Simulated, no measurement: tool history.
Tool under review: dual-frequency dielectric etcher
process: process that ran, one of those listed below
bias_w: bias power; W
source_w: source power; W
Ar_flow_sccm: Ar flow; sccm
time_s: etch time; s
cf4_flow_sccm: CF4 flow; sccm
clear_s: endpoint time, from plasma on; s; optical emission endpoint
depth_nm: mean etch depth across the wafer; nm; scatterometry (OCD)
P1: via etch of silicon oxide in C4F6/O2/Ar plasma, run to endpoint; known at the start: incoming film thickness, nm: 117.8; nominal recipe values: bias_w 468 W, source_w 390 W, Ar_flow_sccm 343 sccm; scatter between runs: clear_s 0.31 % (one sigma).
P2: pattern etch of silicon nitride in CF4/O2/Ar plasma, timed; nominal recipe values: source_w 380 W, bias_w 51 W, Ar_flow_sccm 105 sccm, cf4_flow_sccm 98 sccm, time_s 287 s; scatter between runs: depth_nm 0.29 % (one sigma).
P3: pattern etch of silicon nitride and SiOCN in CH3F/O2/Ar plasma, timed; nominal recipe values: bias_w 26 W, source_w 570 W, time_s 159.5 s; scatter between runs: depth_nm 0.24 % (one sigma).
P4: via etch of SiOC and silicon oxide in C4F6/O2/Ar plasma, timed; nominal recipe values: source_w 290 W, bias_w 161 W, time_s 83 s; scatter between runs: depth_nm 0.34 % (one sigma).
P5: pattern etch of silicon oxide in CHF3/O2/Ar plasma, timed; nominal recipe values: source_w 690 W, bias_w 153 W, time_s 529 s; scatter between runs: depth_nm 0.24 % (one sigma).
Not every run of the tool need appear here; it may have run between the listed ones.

run	hour	process	bias_w	source_w	Ar_flow_sccm	time_s	cf4_flow_sccm	hours since the last wet clean	hours since the last bias power generator calibration	hours since the last source power generator calibration	hours since the last Ar flow controller change	clear_s	depth_nm
1	4.7	P1	468	390	343			112.5	884.6	750	2563.9	27.709	
2	12.3	P3	26	570		104.5		120.1	892.2	757.6	2571.5		17.243
3	20.5	P3	26	570		159.5		128.3	900.4	765.8	2579.7		26.244
4	28.3	P2	51	470	105	287	98	136.1	908.2	773.6	2587.5		506.11
5	34.2	P5	153	930		529		142	914.1	779.5	2593.4		1153.6
6	39.2	P4	161	290		83		147	919.1	784.5	2598.4		78.048
7	47.7	P1	468	390	343			155.5	927.6	793	2606.9	27.581	
8	55.9	P3	26	570		159.5		163.7	935.8	801.2	2615.1		26.295
9	59.6	P5	114	690		529		167.4	939.5	804.9	2618.8		932.84
10	66.3	P1	468	390	343			174.1	946.2	811.6	2625.5	27.695	
11	72.1	P1	468	390	343			179.9	952	817.4	2631.3	27.708	
12	77.5	P1	468	460	343			185.3	957.4	822.8	2636.7	25.91	
13	84.2	P5	153	690		529		192	964.1	829.5	2643.4		1030.1
14	90.6	P4	127	290		83		198.4	970.5	835.9	2649.8		72.686
15	97	P1	328	390	343			204.8	976.9	842.3	2656.2	31.322	
16	102.6	P1	468	390	343			210.4	982.5	847.9	2661.8	27.762	
17	106.9	P1	468	390	244			214.7	986.8	852.2	2666.1	26.594	
18	111.1	P1	468	300	343			218.9	991	856.4	2670.3	30.485	
19	114.9	P2	51	380	105	287	80	222.7	994.8	860.2	2674.1		411.08
20	118.9	P2	51	380	105	287	98	226.7	998.8	864.2	2678.1		421.97
21	124.2	P5	153	690		291		232	1004.1	869.5	2683.4		566.92
22	130.4	P1	555	520	343			238.2	1010.3	875.7	2689.6	23.276	
23	136.4	P1	633	390	343			244.2	1016.3	881.7	2695.6	24.402	
24	142.4	P4	161	390		83		250.2	1022.3	887.7	2701.6		87.833
25	148.6	P2	51	380	105	404	98	256.4	1028.5	893.9	2707.8		592.47
26	155.3	P3	34	570		159.5		263.1	1035.2	900.6	2714.5		29.735
27	160.5	P3	26	670		159.5		268.3	1040.4	905.8	2719.7		27.886
28	165.3	P1	468	390	343			273.1	1045.2	910.6	2724.5	27.677	
29	169.9	P4	161	290		45.5		277.7	1049.8	915.2	2729.1		43.039
30	176	P2	51	380	145	287	98	283.8	1055.9	921.3	2735.2		404.43
31	181.5	P1	468	390	433			289.3	1061.4	926.8	2740.7	28.291	
32	189	P2	65	380	105	287	98	296.8	1068.9	934.3	2748.2		464.52
33	195.1	P1	468	390	343			302.9	1075	940.4	2754.3	27.772	
34	201.4	P1	468	390	343			309.2	1081.3	946.7	2760.6	27.45	
35	205.7	P1	468	390	343			313.5	1085.6	951	2764.9	27.45	
36	212.7	P1	468	390	343			320.5	1092.6	958	2771.9	27.219	
# hour 218.3: Ar flow controller replaced
37	220.6	P1	468	390	343			328.4	1100.5	965.9	2.3	27.28	
# hour 222.7: wet clean of the chamber
38	225.5	P1	468	390	343			2.8	1105.4	970.8	7.2	27.145	
39	231.7	P1	468	390	343			9	1111.6	977	13.4	27.2	
40	237.5	P1	468	390	343			14.8	1117.4	982.8	19.2	27.178	
41	244.9	P1	468	390	343			22.2	1124.8	990.2	26.6	27.086	
42	251	P1	468	390	343			28.3	1130.9	996.3	32.7	27.258	
43	256.8	P1	468	390	343			34.1	1136.7	1002.1	38.5	27.241	
44	261.1	P1	468	390	343			38.4	1141	1006.4	42.8	27.045	

What P1 gives has crept off from where it sat before. The 2 causes that follow fit the log equally well, each at the size noted:
A: source power that arrives over what is set, % = 4.54
B: bias power that arrives over what is set, % = 4.52
The creep began at about hour 195.1.
Other possible causes, and why each is ruled out:
chamber walls in a state that raises the etch rate, %: serviced after onset, at hour 222.7, with no recovery of the prior output
Ar flow that arrives under what is set, %: serviced after onset, at hour 218.3, with no recovery of the prior output

Below are 4 check runs, each on a single wafer, with their results shown as question marks. Which of them would tell the listed causes apart, meaning the causes would give clearly different results under it?
check 1	265.4	P3	26	660		159.5							?
check 2	265.4	P4	161	340		83							?
check 3	265.4	P2	58	380	105	287	98						?
check 4	265.4	P5	153	690		345							?

Check results expected under each cause:
check	result	if A	if B
check 1	depth_nm	28.052	28.173
check 2	depth_nm	84.789	84.524
check 3	depth_nm	461	451.47
check 4	depth_nm	682.1	680.1
Minimum pairwise separation of causes per check, each pair taken at its best-separating result: check 1 0.43 %; check 2 0.31 %; check 3 2.09 %; check 4 0.29 %
Only in check 3 would the causes give clearly different results; in the remaining checks their results would be nearly the same.

With check 3 done, the readings were: depth_nm 450.91 nm. Identify which of the listed causes applies.

It is B: bias power that arrives over what is set, %.
